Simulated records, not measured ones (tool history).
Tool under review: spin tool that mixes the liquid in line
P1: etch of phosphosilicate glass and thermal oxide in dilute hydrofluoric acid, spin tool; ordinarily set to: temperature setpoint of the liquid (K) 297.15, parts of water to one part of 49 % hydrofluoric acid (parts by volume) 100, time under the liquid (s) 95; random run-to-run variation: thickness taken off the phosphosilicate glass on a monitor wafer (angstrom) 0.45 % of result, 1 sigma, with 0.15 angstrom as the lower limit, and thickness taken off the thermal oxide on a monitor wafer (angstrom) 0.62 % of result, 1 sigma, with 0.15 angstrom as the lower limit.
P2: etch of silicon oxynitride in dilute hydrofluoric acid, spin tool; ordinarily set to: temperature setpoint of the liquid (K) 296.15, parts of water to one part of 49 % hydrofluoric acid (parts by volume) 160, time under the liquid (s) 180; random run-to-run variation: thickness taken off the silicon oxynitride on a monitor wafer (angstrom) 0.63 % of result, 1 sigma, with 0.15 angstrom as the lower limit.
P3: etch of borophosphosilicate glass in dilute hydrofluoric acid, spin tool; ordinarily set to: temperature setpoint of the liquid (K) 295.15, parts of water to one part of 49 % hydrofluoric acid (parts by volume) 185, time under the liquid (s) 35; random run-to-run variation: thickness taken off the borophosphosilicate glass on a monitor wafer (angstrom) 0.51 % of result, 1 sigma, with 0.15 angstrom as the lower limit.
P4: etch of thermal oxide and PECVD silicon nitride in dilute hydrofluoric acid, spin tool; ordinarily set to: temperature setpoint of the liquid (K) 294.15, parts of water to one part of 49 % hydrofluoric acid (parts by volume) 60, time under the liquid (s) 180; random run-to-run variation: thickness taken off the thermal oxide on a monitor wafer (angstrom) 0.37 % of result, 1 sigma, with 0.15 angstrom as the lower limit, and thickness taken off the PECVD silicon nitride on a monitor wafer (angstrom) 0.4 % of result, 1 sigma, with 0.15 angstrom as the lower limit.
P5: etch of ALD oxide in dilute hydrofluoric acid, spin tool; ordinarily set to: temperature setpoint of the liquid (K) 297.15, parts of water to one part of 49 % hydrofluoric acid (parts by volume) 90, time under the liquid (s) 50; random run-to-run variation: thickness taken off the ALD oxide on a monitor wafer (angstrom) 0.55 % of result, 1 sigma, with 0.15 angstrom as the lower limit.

run   hour  process that ran  temperature setpoint of the liquid (K)  parts of water to one part of 49 % hydrofluoric acid (parts by volume)  time under the liquid (s)  hours since the thermometer was replaced  hours since the hydrofluoric acid flow meter was replaced  thickness taken off the phosphosilicate glass on a monitor wafer (angstrom)  thickness taken off the thermal oxide on a monitor wafer (angstrom)  thickness taken off the PECVD silicon nitride on a monitor wafer (angstrom)  thickness taken off the silicon oxynitride on a monitor wafer (angstrom)  thickness taken off the ALD oxide on a monitor wafer (angstrom)  thickness taken off the borophosphosilicate glass on a monitor wafer (angstrom)
  1    4.2                P1                                  297.15                                                                     100                         95                                     679.9                                                      548.1                                                                       572.78                                                              42.1900
  2    8.8                P4                                  294.15                                                                      30                        180                                     684.5                                                      552.7                                                                                                                                          281.0200                                                                       264.27
  3   13.1                P1                                  297.15                                                                     100                         95                                     688.8                                                      557.0                                                                       568.07                                                              42.0110
  4   17.6                P1                                  303.65                                                                     100                         55                                     693.3                                                      561.5                                                                       424.34                                                              31.4250
  5   21.0                P1                                  292.15                                                                     100                         95                                     696.7                                                      564.9                                                                       463.21                                                              34.3870
  6   23.4                P2                                  296.15                                                                     160                         15                                     699.1                                                      567.3                                                                                                                                                                                                                                                                                                    2.856
  7   25.8                P1                                  297.15                                                                      25                         95                                     701.5                                                      569.7                                                                      2505.40                                                             185.6500
  8   29.2                P5                                  297.15                                                                      90                         50                                     704.9                                                      573.1                                                                                                                                                                                                                                                                                                                                                                    70.984
  9   34.4                P4                                  294.15                                                                      60                        180                                     710.1                                                      578.3                                                                                                                                          135.3900                                                                       134.74
 10   38.2                P1                                  301.15                                                                      50                         95                                     713.9                                                      582.1                                                                      1421.10                                                             106.1300
 11   41.6                P4                                  294.15                                                                      60                         15                                     717.3                                                      585.5                                                                                                                                           11.1350                                                                        11.14
 12   44.2                P2                                  296.15                                                                      30                        180                                     719.9                                                      588.1                                                                                                                                                                                                                                                                                                  193.590
 13   48.3                P1                                  297.15                                                                     100                         20                                     724.0                                                      592.2                                                                       120.03                                                               8.9137
 14   51.3                P3                                  295.15                                                                     185                         60                                     727.0                                                      595.2                                                                                                                                                                                                                                                                                                                                                                                                                                                     72.341
 15   55.1                P3                                  295.15                                                                     185                         35                                     730.8                                                      599.0                                                                                                                                                                                                                                                                                                                                                                                                                                                     42.316
 16   60.3                P1                                  297.15                                                                     100                        135                                     736.0                                                      604.2                                                                       807.52                                                              59.5850
 17   62.9                P1                                  297.15                                                                     100                         95                                     738.6                                                      606.8                                                                       572.46                                                              42.5030
 18   65.5                P3                                  295.15                                                                     295                         35                                     741.2                                                      609.4                                                                                                                                                                                                                                                                                                                                                                                                                                                     23.386
 19   69.6                P4                                  297.65                                                                      60                        180                                     745.3                                                      613.5                                                                                                                                          156.8600                                                                       170.60
 20   72.0                P2                                  296.15                                                                     160                        180                                     747.7                                                      615.9                                                                                                                                                                                                                                                                                                   33.242
 21   74.7                P5                                  297.15                                                                      90                         50                                     750.4                                                      618.6                                                                                                                                                                                                                                                                                                                                                                    70.369
 22   79.9                P1                                  297.15                                                                     100                         95                                     755.6                                                      623.8                                                                       572.40                                                              41.9640
 23   84.6                P3                                  290.15                                                                     185                         35                                     760.3                                                      628.5                                                                                                                                                                                                                                                                                                                                                                                                                                                     34.699
 24   88.1                P2                                  303.15                                                                     160                        180                                     763.8                                                      632.0                                                                                                                                                                                                                                                                                                   44.688
 25   92.1                P1                                  297.15                                                                     150                         95                                     767.8                                                      636.0                                                                       359.78                                                              26.2310
 26   97.3                P2                                  296.15                                                                     160                        180                                     773.0                                                      641.2                                                                                                                                                                                                                                                                                                   32.652
 27  101.0                P5                                  291.15                                                                      90                         50                                     776.7                                                      644.9                                                                                                                                                                                                                                                                                                                                                                    55.731

Run 28 comes next. What will it give?
 28  103.5                P5                                  297.15                                                                      90                         80                                     779.2                                                      647.4                                                                                                                                                                                                                                                                                                                                                                         ?

Run 28 produced thickness taken off the ALD oxide on a monitor wafer (angstrom) 113.190.
